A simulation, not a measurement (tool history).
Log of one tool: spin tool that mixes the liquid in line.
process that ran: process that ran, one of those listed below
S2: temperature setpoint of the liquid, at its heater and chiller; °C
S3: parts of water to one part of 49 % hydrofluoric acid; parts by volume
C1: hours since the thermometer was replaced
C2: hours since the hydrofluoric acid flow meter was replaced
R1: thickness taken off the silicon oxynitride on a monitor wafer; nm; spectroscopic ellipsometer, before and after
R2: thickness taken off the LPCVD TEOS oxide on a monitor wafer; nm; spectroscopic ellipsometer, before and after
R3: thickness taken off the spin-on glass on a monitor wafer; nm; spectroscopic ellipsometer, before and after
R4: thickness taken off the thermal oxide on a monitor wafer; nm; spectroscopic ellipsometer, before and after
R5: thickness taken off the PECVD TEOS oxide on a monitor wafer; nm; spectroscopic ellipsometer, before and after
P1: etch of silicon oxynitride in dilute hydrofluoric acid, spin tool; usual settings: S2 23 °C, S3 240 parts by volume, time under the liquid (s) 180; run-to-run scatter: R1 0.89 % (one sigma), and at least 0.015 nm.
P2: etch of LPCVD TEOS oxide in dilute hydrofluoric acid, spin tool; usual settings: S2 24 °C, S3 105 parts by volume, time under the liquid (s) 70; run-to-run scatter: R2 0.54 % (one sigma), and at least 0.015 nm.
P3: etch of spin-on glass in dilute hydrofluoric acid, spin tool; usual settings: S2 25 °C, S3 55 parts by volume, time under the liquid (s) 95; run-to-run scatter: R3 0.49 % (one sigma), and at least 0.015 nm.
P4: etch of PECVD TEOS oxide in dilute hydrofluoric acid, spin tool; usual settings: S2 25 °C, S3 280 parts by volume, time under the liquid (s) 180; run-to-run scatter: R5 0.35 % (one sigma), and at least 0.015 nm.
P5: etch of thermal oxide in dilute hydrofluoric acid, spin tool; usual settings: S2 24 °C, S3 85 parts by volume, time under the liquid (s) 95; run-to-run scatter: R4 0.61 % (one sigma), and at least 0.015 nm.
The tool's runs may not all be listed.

run 1 hour=9.3 | process_that_ran=P1 S2=23 S3=240 time_under_the_liquid_(s)=180 | C1=1370.6 C2=1502.3 | R1=2.4683
run 2 hour=16.9 | process_that_ran=P1 S2=23 S3=240 time_under_the_liquid_(s)=180 | C1=1378.2 C2=1509.9 | R1=2.4886
run 3 hour=23 | process_that_ran=P1 S2=23 S3=145 time_under_the_liquid_(s)=305 | C1=1384.3 C2=1516 | R1=7.4428
run 4 hour=31.8 | process_that_ran=P2 S2=24 S3=30 time_under_the_liquid_(s)=70 | C1=1393.1 C2=1524.8 | R2=42.082
run 5 hour=37.7 | process_that_ran=P1 S2=27 S3=240 time_under_the_liquid_(s)=180 | C1=1399 C2=1530.7 | R1=3.028
run 6 hour=42.6 | process_that_ran=P1 S2=23 S3=160 time_under_the_liquid_(s)=110 | C1=1403.9 C2=1535.6 | R1=2.4691
run 7 hour=48.7 | process_that_ran=P3 S2=32 S3=55 time_under_the_liquid_(s)=95 | C1=1410 C2=1541.7 | R3=75.343
run 8 hour=58.1 | process_that_ran=P2 S2=24 S3=105 time_under_the_liquid_(s)=70 | C1=1419.4 C2=1551.1 | R2=10.86
run 9 hour=63.6 | process_that_ran=P1 S2=23 S3=240 time_under_the_liquid_(s)=180 | C1=1424.9 C2=1556.6 | R1=2.5106
run 10 hour=71.3 | process_that_ran=P5 S2=24 S3=145 time_under_the_liquid_(s)=95 | C1=1432.6 C2=1564.3 | R4=2.9703
run 11 hour=79.9 | process_that_ran=P1 S2=23 S3=90 time_under_the_liquid_(s)=180 | C1=1441.2 C2=1572.9 | R1=7.5484
run 12 hour=89.6 | process_that_ran=P4 S2=25 S3=465 time_under_the_liquid_(s)=180 | C1=1450.9 C2=1582.6 | R5=3.0912
run 13 hour=95.4 | process_that_ran=P5 S2=24 S3=85 time_under_the_liquid_(s)=95 | C1=1456.7 C2=1588.4 | R4=5.4683
run 14 hour=101.9 | process_that_ran=P1 S2=18 S3=240 time_under_the_liquid_(s)=180 | C1=1463.2 C2=1594.9 | R1=2.0186
run 15 hour=106.4 | process_that_ran=P1 S2=28.5 S3=135 time_under_the_liquid_(s)=180 | C1=1467.7 C2=1599.4 | R1=6.1373
run 16 hour=114.2 | process_that_ran=P1 S2=23 S3=240 time_under_the_liquid_(s)=40 | C1=1475.5 C2=1607.2 | R1=0.56917
run 17 hour=124.3 | process_that_ran=P4 S2=25 S3=280 time_under_the_liquid_(s)=285 | C1=1485.6 C2=1617.3 | R5=9.7922
run 18 hour=131.8 | process_that_ran=P5 S2=24 S3=85 time_under_the_liquid_(s)=25 | C1=1493.1 C2=1624.8 | R4=1.411
run 19 hour=140.4 | process_that_ran=P5 S2=17 S3=85 time_under_the_liquid_(s)=95 | C1=1501.7 C2=1633.4 | R4=4.1258
run 20 hour=146.2 | process_that_ran=P3 S2=25 S3=85 time_under_the_liquid_(s)=95 | C1=1507.5 C2=1639.2 | R3=35.612
run 21 hour=154.8 | process_that_ran=P1 S2=23 S3=240 time_under_the_liquid_(s)=180 | C1=1516.1 C2=1647.8 | R1=2.5044
run 22 hour=163.2 | process_that_ran=P4 S2=30.5 S3=280 time_under_the_liquid_(s)=180 | C1=1524.5 C2=1656.2 | R5=7.4689
run 23 hour=170.1 | process_that_ran=P3 S2=25 S3=55 time_under_the_liquid_(s)=15 | C1=1531.4 C2=1663.1 | R3=9.0758
run 24 hour=176.9 | process_that_ran=P2 S2=30 S3=105 time_under_the_liquid_(s)=70 | C1=1538.2 C2=1669.9 | R2=13.697
run 25 hour=184.9 | process_that_ran=P4 S2=25 S3=280 time_under_the_liquid_(s)=180 | C1=1546.2 C2=1677.9 | R5=6.1533
run 26 hour=192.8 | process_that_ran=P1 S2=23 S3=420 time_under_the_liquid_(s)=180 | C1=1554.1 C2=1685.8 | R1=1.2506
run 27 hour=202.8 | process_that_ran=P1 S2=23 S3=240 time_under_the_liquid_(s)=180 | C1=1564.1 C2=1695.8 | R1=2.4917
run 28 hour=210.9 | process_that_ran=P1 S2=23 S3=240 time_under_the_liquid_(s)=310 | C1=1572.2 C2=1703.9 | R1=4.3091
run 29 hour=219.5 | process_that_ran=P1 S2=23 S3=240 time_under_the_liquid_(s)=180 | C1=1580.8 C2=1712.5 | R1=2.5148
run 30 hour=224.7 | process_that_ran=P2 S2=24 S3=105 time_under_the_liquid_(s)=100 | C1=1586 C2=1717.7 | R2=15.553
run 31 hour=231.5 | process_that_ran=P3 S2=25 S3=55 time_under_the_liquid_(s)=95 | C1=1592.8 C2=1724.5 | R3=57.044
run 32 hour=241.3 | process_that_ran=P1 S2=23 S3=240 time_under_the_liquid_(s)=180 | C1=1602.6 C2=1734.3 | R1=2.4763
run 33 hour=248.8 | process_that_ran=P1 S2=23 S3=240 time_under_the_liquid_(s)=180 | C1=1610.1 C2=1741.8 | R1=2.4918
run 34 hour=254.6 | process_that_ran=P1 S2=23 S3=240 time_under_the_liquid_(s)=180 | C1=1615.9 C2=1747.6 | R1=2.3863
run 35 hour=259.5 | process_that_ran=P1 S2=23 S3=240 time_under_the_liquid_(s)=180 | C1=1620.8 C2=1752.5 | R1=2.3124
run 36 hour=266.3 | process_that_ran=P1 S2=23 S3=240 time_under_the_liquid_(s)=180 | C1=1627.6 C2=1759.3 | R1=2.3217
run 37 hour=273.4 | process_that_ran=P1 S2=23 S3=240 time_under_the_liquid_(s)=180 | C1=1634.7 C2=1766.4 | R1=2.2593
run 38 hour=282.4 | process_that_ran=P1 S2=23 S3=240 time_under_the_liquid_(s)=180 | C1=1643.7 C2=1775.4 | R1=2.2341
run 39 hour=291.7 | process_that_ran=P1 S2=23 S3=240 time_under_the_liquid_(s)=180 | C1=1653 C2=1784.7 | R1=2.2935

What P1 gives has crept away from where it was. These 2 causes fit the log equally well, each at the size given:
A: hydrofluoric acid flow below the setpoint (%) = 8.04
B: liquid colder than its thermometer reads (K) = 2.21
The creep began at about hour 248.8.

4 check runs are offered, each on 2 wafers whose results are averaged, their results left as question marks. Which one tells the causes apart?
run check 1 hour=301 | process_that_ran=P2 S2=24 S3=105 time_under_the_liquid_(s)=70 | R2=?
run check 2 hour=301 | process_that_ran=P5 S2=24 S3=85 time_under_the_liquid_(s)=95 | R4=?
run check 3 hour=301 | process_that_ran=P3 S2=25 S3=55 time_under_the_liquid_(s)=95 | R3=?
run check 4 hour=301 | process_that_ran=P4 S2=25 S3=280 time_under_the_liquid_(s)=180 | R5=?

What each check would give under each cause:
check=check_1 result=R2 if_A=9.9182 if_B=9.9859
check=check_2 result=R4 if_A=5.0195 if_B=5.0381
check=check_3 result=R3 if_A=52.38 if_B=52.361
check=check_4 result=R5 if_A=5.5488 if_B=5.7208
How far apart the two closest causes lie, in the result that separates them most: check 1 0.68 %; check 2 0.37 %; check 3 0.04 %; check 4 3.05 %
Check 4 tells the causes apart: in the others they would give nearly the same result.

Check 4 was then run and gave: R5 5.7263 nm. Which cause is it?

It is B: liquid colder than its thermometer reads (K).

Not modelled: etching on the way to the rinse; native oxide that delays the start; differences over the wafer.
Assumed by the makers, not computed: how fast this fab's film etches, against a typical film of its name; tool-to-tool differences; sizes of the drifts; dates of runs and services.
